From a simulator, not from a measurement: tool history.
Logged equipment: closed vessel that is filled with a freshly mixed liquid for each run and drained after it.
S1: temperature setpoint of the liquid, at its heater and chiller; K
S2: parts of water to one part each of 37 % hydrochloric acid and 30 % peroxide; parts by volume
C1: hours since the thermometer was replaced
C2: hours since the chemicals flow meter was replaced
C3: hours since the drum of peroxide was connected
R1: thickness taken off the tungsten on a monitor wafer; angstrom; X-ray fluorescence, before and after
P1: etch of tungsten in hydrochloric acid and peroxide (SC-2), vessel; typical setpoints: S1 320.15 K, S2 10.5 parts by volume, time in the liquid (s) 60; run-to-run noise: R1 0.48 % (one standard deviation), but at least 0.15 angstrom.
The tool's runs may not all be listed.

{"run": 1, "hour": 4.7, "S1": 320.15, "S2": 10.5, "time in the liquid (s)": 60, "C1": 485.8, "C2": 226.2, "C3": 366.2, "R1": 156.98}
{"run": 2, "hour": 8.9, "S1": 320.15, "S2": 10.5, "time in the liquid (s)": 60, "C1": 490.0, "C2": 230.4, "C3": 370.4, "R1": 157.22}
{"run": 3, "hour": 11.5, "S1": 320.15, "S2": 10.5, "time in the liquid (s)": 105, "C1": 492.6, "C2": 233.0, "C3": 373.0, "R1": 279.32}
{"run": 4, "hour": 15.4, "S1": 310.15, "S2": 10.5, "time in the liquid (s)": 110, "C1": 496.5, "C2": 236.9, "C3": 376.9, "R1": 144.5}
{"run": 5, "hour": 20.6, "S1": 320.15, "S2": 10.5, "time in the liquid (s)": 60, "C1": 501.7, "C2": 242.1, "C3": 382.1, "R1": 158.18}
{"hour": 25.7, "done": "thermometer replaced"}
{"run": 6, "hour": 25.9, "S1": 311.65, "S2": 10.5, "time in the liquid (s)": 35, "C1": 0.2, "C2": 247.4, "C3": 387.4, "R1": 50.661}
{"run": 7, "hour": 30.0, "S1": 320.15, "S2": 10.5, "time in the liquid (s)": 60, "C1": 4.3, "C2": 251.5, "C3": 391.5, "R1": 157.92}
{"run": 8, "hour": 35.6, "S1": 320.15, "S2": 10.5, "time in the liquid (s)": 60, "C1": 9.9, "C2": 257.1, "C3": 397.1, "R1": 160.39}
{"run": 9, "hour": 40.8, "S1": 332.65, "S2": 10.5, "time in the liquid (s)": 60, "C1": 15.1, "C2": 262.3, "C3": 402.3, "R1": 357.84}
{"run": 10, "hour": 43.9, "S1": 320.15, "S2": 10.5, "time in the liquid (s)": 60, "C1": 18.2, "C2": 265.4, "C3": 405.4, "R1": 158.21}
{"run": 11, "hour": 49.5, "S1": 320.15, "S2": 10.5, "time in the liquid (s)": 30, "C1": 23.8, "C2": 271.0, "C3": 411.0, "R1": 78.8}
{"run": 12, "hour": 52.9, "S1": 320.15, "S2": 4.0, "time in the liquid (s)": 60, "C1": 27.2, "C2": 274.4, "C3": 414.4, "R1": 329.36}
{"run": 13, "hour": 56.9, "S1": 308.15, "S2": 10.5, "time in the liquid (s)": 60, "C1": 31.2, "C2": 278.4, "C3": 418.4, "R1": 67.817}
{"run": 14, "hour": 59.9, "S1": 320.15, "S2": 16.5, "time in the liquid (s)": 60, "C1": 34.2, "C2": 281.4, "C3": 421.4, "R1": 107.0}
{"run": 15, "hour": 64.1, "S1": 311.15, "S2": 14.0, "time in the liquid (s)": 60, "C1": 38.4, "C2": 285.6, "C3": 425.6, "R1": 66.281}
{"run": 16, "hour": 69.1, "S1": 320.15, "S2": 10.5, "time in the liquid (s)": 60, "C1": 43.4, "C2": 290.6, "C3": 430.6, "R1": 158.35}
{"run": 17, "hour": 74.7, "S1": 320.15, "S2": 10.5, "time in the liquid (s)": 60, "C1": 49.0, "C2": 296.2, "C3": 436.2, "R1": 151.22}
{"run": 18, "hour": 79.0, "S1": 320.15, "S2": 10.5, "time in the liquid (s)": 60, "C1": 53.3, "C2": 300.5, "C3": 440.5, "R1": 148.03}
{"hour": 84.0, "done": "new drum of peroxide connected"}
{"run": 19, "hour": 84.5, "S1": 320.15, "S2": 10.5, "time in the liquid (s)": 60, "C1": 58.8, "C2": 306.0, "C3": 0.6, "R1": 146.27}
{"run": 20, "hour": 87.1, "S1": 320.15, "S2": 10.5, "time in the liquid (s)": 60, "C1": 61.4, "C2": 308.6, "C3": 3.2, "R1": 146.27}
{"run": 21, "hour": 90.6, "S1": 320.15, "S2": 10.5, "time in the liquid (s)": 60, "C1": 64.9, "C2": 312.1, "C3": 6.7, "R1": 145.25}
{"run": 22, "hour": 93.2, "S1": 320.15, "S2": 10.5, "time in the liquid (s)": 60, "C1": 67.5, "C2": 314.7, "C3": 9.3, "R1": 144.82}
{"run": 23, "hour": 95.8, "S1": 320.15, "S2": 10.5, "time in the liquid (s)": 60, "C1": 70.1, "C2": 317.3, "C3": 11.9, "R1": 144.7}
{"run": 24, "hour": 98.3, "S1": 320.15, "S2": 10.5, "time in the liquid (s)": 60, "C1": 72.6, "C2": 319.8, "C3": 14.4, "R1": 143.81}
{"run": 25, "hour": 101.0, "S1": 320.15, "S2": 10.5, "time in the liquid (s)": 60, "C1": 75.3, "C2": 322.5, "C3": 17.1, "R1": 143.86}

P1 has crept away from where it was. The log is fitted equally well by each of these 2 causes, at the sizes shown:
A: chemicals flow below the setpoint (%) = 9.98
B: liquid colder than its thermometer reads (K) = 1.31
The creep began at about hour 69.1.
Ruled out, with reasons:
peroxide weaker than its label (%): serviced at hour 84.0, after the drift had started, without restoring the earlier output

You are offered 4 check runs, listed below with question marks in place of their results; each one averages 3 wafers. Which run separates the listed causes by giving clearly different results for each?
{"run": "check 1", "hour": 103.7, "S1": 320.15, "S2": 10.5, "time in the liquid (s)": 100, "R1": "?"}
{"run": "check 2", "hour": 103.7, "S1": 310.15, "S2": 15.0, "time in the liquid (s)": 60, "R1": "?"}
{"run": "check 3", "hour": 103.7, "S1": 330.65, "S2": 10.5, "time in the liquid (s)": 30, "R1": "?"}
{"run": "check 4", "hour": 103.7, "S1": 308.15, "S2": 4.5, "time in the liquid (s)": 60, "R1": "?"}

Predicted outcomes, by check and by cause:
check=check_1 result=R1 if_A=241.430 if_B=241.350
check=check_2 result=R1 if_A=52.603 if_B=52.503
check=check_3 result=R1 if_A=144.490 if_B=145.260
check=check_4 result=R1 if_A=121.250 if_B=118.550
Distance between the nearest two causes, measured in the result of the check that separates them most: check 1 0.03 %; check 2 0.19 %; check 3 0.53 %; check 4 2.25 %
Only check 4 tells the causes apart: in the others they would give nearly the same result.

With check 4 done, the readings were: R1 118.950 angstrom. Identify which of the listed causes applies.

It was cause B: liquid colder than its thermometer reads (K).
